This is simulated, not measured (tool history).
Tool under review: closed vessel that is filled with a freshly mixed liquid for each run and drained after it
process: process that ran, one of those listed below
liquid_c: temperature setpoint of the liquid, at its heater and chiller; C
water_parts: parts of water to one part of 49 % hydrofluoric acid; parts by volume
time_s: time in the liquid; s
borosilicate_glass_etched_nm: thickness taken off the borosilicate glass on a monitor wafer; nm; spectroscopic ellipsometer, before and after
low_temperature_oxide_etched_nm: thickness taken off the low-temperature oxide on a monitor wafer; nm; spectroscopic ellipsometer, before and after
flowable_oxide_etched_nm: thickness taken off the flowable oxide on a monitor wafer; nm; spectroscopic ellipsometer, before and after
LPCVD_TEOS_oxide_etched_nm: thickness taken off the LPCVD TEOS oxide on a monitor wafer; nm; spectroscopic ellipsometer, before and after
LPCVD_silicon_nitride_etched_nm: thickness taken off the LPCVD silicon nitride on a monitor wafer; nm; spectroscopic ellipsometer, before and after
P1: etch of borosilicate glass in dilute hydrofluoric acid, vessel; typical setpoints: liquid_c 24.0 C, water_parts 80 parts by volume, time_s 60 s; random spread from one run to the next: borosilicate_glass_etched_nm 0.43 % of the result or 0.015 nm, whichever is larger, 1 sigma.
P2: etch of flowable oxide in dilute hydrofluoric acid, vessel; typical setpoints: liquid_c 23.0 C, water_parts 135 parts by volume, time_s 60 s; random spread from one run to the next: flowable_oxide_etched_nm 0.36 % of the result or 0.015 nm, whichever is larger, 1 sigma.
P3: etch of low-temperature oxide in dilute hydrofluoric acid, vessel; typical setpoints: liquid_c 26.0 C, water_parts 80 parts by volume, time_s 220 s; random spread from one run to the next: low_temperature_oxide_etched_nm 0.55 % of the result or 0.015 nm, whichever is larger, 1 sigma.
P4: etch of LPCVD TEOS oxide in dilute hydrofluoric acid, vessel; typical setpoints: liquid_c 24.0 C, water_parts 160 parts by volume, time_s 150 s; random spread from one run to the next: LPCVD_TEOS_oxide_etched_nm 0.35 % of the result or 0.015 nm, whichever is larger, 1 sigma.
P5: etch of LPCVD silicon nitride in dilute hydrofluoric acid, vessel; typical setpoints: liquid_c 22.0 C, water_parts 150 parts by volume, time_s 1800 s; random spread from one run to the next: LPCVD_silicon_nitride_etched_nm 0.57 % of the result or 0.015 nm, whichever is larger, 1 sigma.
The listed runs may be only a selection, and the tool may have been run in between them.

| run | hour | process | liquid_c | water_parts | time_s | hours since the thermometer was replaced | hours since the hydrofluoric acid flow meter was replaced | borosilicate_glass_etched_nm | low_temperature_oxide_etched_nm | flowable_oxide_etched_nm | LPCVD_TEOS_oxide_etched_nm | LPCVD_silicon_nitride_etched_nm |
|---|---|---|---|---|---|---|---|---|---|---|---|---|
| 1 | 14.5 | P1 | 24.0 | 80 | 60 | 370.6 | 412.1 | 26.497 |  |  |  |  |
| 2 | 26.8 | P3 | 32.0 | 80 | 220 | 382.9 | 424.4 |  | 39.947 |  |  |  |
| 3 | 41.6 | P2 | 23.0 | 135 | 60 | 397.7 | 439.2 |  |  | 13.8350 |  |  |
| 4 | 56.6 | P1 | 28.0 | 80 | 60 | 412.7 | 454.2 | 30.800 |  |  |  |  |
| 5 | 65.4 | P1 | 24.0 | 80 | 60 | 421.5 | 463.0 | 26.500 |  |  |  |  |
| 6 | 76.0 | P4 | 17.0 | 160 | 150 | 432.1 | 473.6 |  |  |  | 11.462 |  |
| 7 | 87.1 | P5 | 22.0 | 150 | 1800 | 443.2 | 484.7 |  |  |  |  | 4.98840 |
| 8 | 97.5 | P1 | 24.0 | 130 | 60 | 453.6 | 495.1 | 15.310 |  |  |  |  |
| 9 | 110.8 | P3 | 26.0 | 80 | 220 | 466.9 | 508.4 |  | 31.727 |  |  |  |
| 10 | 121.8 | P2 | 17.0 | 135 | 60 | 477.9 | 519.4 |  |  | 10.8790 |  |  |
| 11 | 133.4 | P3 | 26.0 | 80 | 220 | 489.5 | 531.0 |  | 31.702 |  |  |  |
| 12 | 150.7 | P1 | 24.0 | 80 | 60 | 506.8 | 548.3 | 26.442 |  |  |  |  |
| 13 | 162.4 | P1 | 17.5 | 80 | 60 | 518.5 | 560.0 | 20.068 |  |  |  |  |
| 14 | 170.6 | P1 | 24.0 | 80 | 105 | 526.7 | 568.2 | 46.446 |  |  |  |  |
| 15 | 183.1 | P1 | 24.0 | 80 | 60 | 539.2 | 580.7 | 26.526 |  |  |  |  |
| 16 | 200.5 | P5 | 17.0 | 150 | 1800 | 556.6 | 598.1 |  |  |  |  | 3.55050 |
| 17 | 216.7 | P3 | 26.0 | 80 | 125 | 572.8 | 614.3 |  | 18.027 |  |  |  |
| 18 | 233.3 | P1 | 24.0 | 80 | 60 | 589.4 | 630.9 | 26.338 |  |  |  |  |
| 19 | 242.4 | P5 | 22.0 | 150 | 210 | 598.5 | 640.0 |  |  |  |  | 0.55279 |
| 20 | 254.2 | P2 | 23.0 | 195 | 60 | 610.3 | 651.8 |  |  | 8.9838 |  |  |
| 21 | 266.0 | P1 | 24.0 | 45 | 60 | 622.1 | 663.6 | 49.083 |  |  |  |  |
| 22 | 278.8 | P1 | 24.0 | 80 | 60 | 634.9 | 676.4 | 26.476 |  |  |  |  |
| 23 | 292.8 | P2 | 23.0 | 135 | 105 | 648.9 | 690.4 |  |  | 24.2860 |  |  |
| 24 | 310.3 | P4 | 24.0 | 85 | 150 | 666.4 | 707.9 |  |  |  | 30.865 |  |
| 25 | 325.3 | P1 | 24.0 | 80 | 60 | 681.4 | 722.9 | 26.357 |  |  |  |  |
| 26 | 337.9 | P4 | 24.0 | 160 | 150 | 694.0 | 735.5 |  |  |  | 15.109 |  |
| 27 | 348.4 | P1 | 28.0 | 80 | 30 | 704.5 | 746.0 | 15.496 |  |  |  |  |
| 28 | 358.4 | P5 | 22.0 | 55 | 1800 | 714.5 | 756.0 |  |  |  |  | 13.25600 |
| 29 | 375.1 | P4 | 24.0 | 160 | 255 | 731.2 | 772.7 |  |  |  | 25.739 |  |
| 30 | 384.6 | P3 | 26.0 | 110 | 220 | 740.7 | 782.2 |  | 22.130 |  |  |  |
| 31 | 397.6 | P1 | 30.0 | 80 | 30 | 753.7 | 795.2 | 16.679 |  |  |  |  |
| 32 | 408.2 | P1 | 24.0 | 80 | 30 | 764.3 | 805.8 | 13.169 |  |  |  |  |
| 33 | 421.9 | P1 | 24.0 | 80 | 60 | 778.0 | 819.5 | 26.491 |  |  |  |  |
| 34 | 433.8 | P1 | 24.0 | 80 | 60 | 789.9 | 831.4 | 27.104 |  |  |  |  |
| 35 | 448.9 | P1 | 24.0 | 80 | 60 | 805.0 | 846.5 | 27.504 |  |  |  |  |
| 36 | 458.4 | P1 | 24.0 | 80 | 60 | 814.5 | 856.0 | 27.953 |  |  |  |  |
| 37 | 473.5 | P1 | 24.0 | 80 | 60 | 829.6 | 871.1 | 27.663 |  |  |  |  |
| 38 | 490.3 | P1 | 24.0 | 80 | 60 | 846.4 | 887.9 | 27.951 |  |  |  |  |
| 39 | 499.0 | P1 | 24.0 | 80 | 60 | 855.1 | 896.6 | 28.226 |  |  |  |  |
| 40 | 511.3 | P1 | 24.0 | 80 | 60 | 867.4 | 908.9 | 27.926 |  |  |  |  |

What P1 gives has crept off from where it sat before. The 2 causes that follow fit the log equally well, each at the size noted:
A: hydrofluoric acid flow above the setpoint (%) = 5.67
B: liquid hotter than its thermometer reads (K) = 1.52
The creep began at about hour 421.9.

Question marks stand in for the results of the 4 check runs listed below, each run on one wafer. Under which run would the listed causes show clearly different results?
| check 1 | 523.6 | P3 | 26.0 | 80 | 220 |  |  |  | ? |  |  |  |
| check 2 | 523.6 | P2 | 23.0 | 135 | 60 |  |  |  |  | ? |  |  |
| check 3 | 523.6 | P4 | 24.0 | 160 | 150 |  |  |  |  |  | ? |  |
| check 4 | 523.6 | P5 | 22.0 | 150 | 1800 |  |  |  |  |  |  | ? |

Check results expected under each cause:
| check | result | if A | if B |
|---|---|---|---|
| check 1 | low_temperature_oxide_etched_nm | 33.635 | 33.596 |
| check 2 | flowable_oxide_etched_nm | 14.7170 | 14.6500 |
| check 3 | LPCVD_TEOS_oxide_etched_nm | 16.095 | 15.972 |
| check 4 | LPCVD_silicon_nitride_etched_nm | 5.27190 | 5.51450 |
Gap, in per cent, between the two causes that each check separates least, read from the result that separates them most: check 1 0.12 %; check 2 0.46 %; check 3 0.77 %; check 4 4.5 %
Only in check 4 would the causes give clearly different results; in the remaining checks their results would be nearly the same.

Check 4 was carried out, with these results: LPCVD_silicon_nitride_etched_nm 5.26430 nm. Which of the listed causes is responsible?

It is A: hydrofluoric acid flow above the setpoint (%).
